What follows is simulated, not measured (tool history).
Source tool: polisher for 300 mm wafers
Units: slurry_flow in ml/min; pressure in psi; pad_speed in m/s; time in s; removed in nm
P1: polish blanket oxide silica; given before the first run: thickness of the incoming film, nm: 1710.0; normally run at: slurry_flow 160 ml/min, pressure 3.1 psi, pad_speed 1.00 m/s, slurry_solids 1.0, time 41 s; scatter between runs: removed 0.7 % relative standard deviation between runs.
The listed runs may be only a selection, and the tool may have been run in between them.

run	hour	slurry_flow	pressure	pad_speed	slurry_solids	time	wafers polished on this pad	hours since the slurry nozzle was cleaned	hours since the head pressure was calibrated	hours since the slurry blender was calibrated	hours since the conditioning disc was replaced	removed
1	16.5	160	3.1	1.00	1.0	41	563	147.3	321.1	68.1	55.6	71.180
2	29.1	160	3.1	1.00	1.0	18	743	159.9	333.7	80.7	68.2	31.558
3	44.1	160	3.1	1.00	1.3	30	957	174.9	348.7	95.7	83.2	57.912
4	58.2	160	4.0	1.00	1.0	41	1158	189.0	362.8	109.8	97.3	91.911
5	70.0	160	3.1	1.00	1.0	41	1326	200.8	374.6	121.6	109.1	71.054
6	84.1	160	3.1	1.00	1.0	41	1527	214.9	388.7	135.7	123.2	71.149
7	96.0	250	3.1	1.00	1.0	41	1697	226.8	400.6	147.6	135.1	76.271
8	106.6	160	1.4	1.00	1.0	41	1848	237.4	411.2	158.2	145.7	32.445
9	121.7	160	3.1	1.60	1.0	41	2064	252.5	426.3	173.3	160.8	104.630
10	135.8	160	3.1	1.00	1.0	41	2265	266.6	440.4	187.4	174.9	71.006
11	151.5	160	3.1	0.46	1.0	41	2489	282.3	456.1	203.1	190.6	38.242
12	165.9	160	3.1	1.00	1.5	41	2694	296.7	470.5	217.5	205.0	82.845
13	178.5	160	3.1	1.00	1.0	41	2874	309.3	483.1	230.1	217.6	70.245
14	194.2	95	3.1	1.00	1.0	41	3098	325.0	498.8	245.8	233.3	63.321

Expected results for the next run?
15	209.1	160	3.1	1.00	1.0	41	3310	339.9	513.7	260.7	248.2	?

removed: 71.056 nm
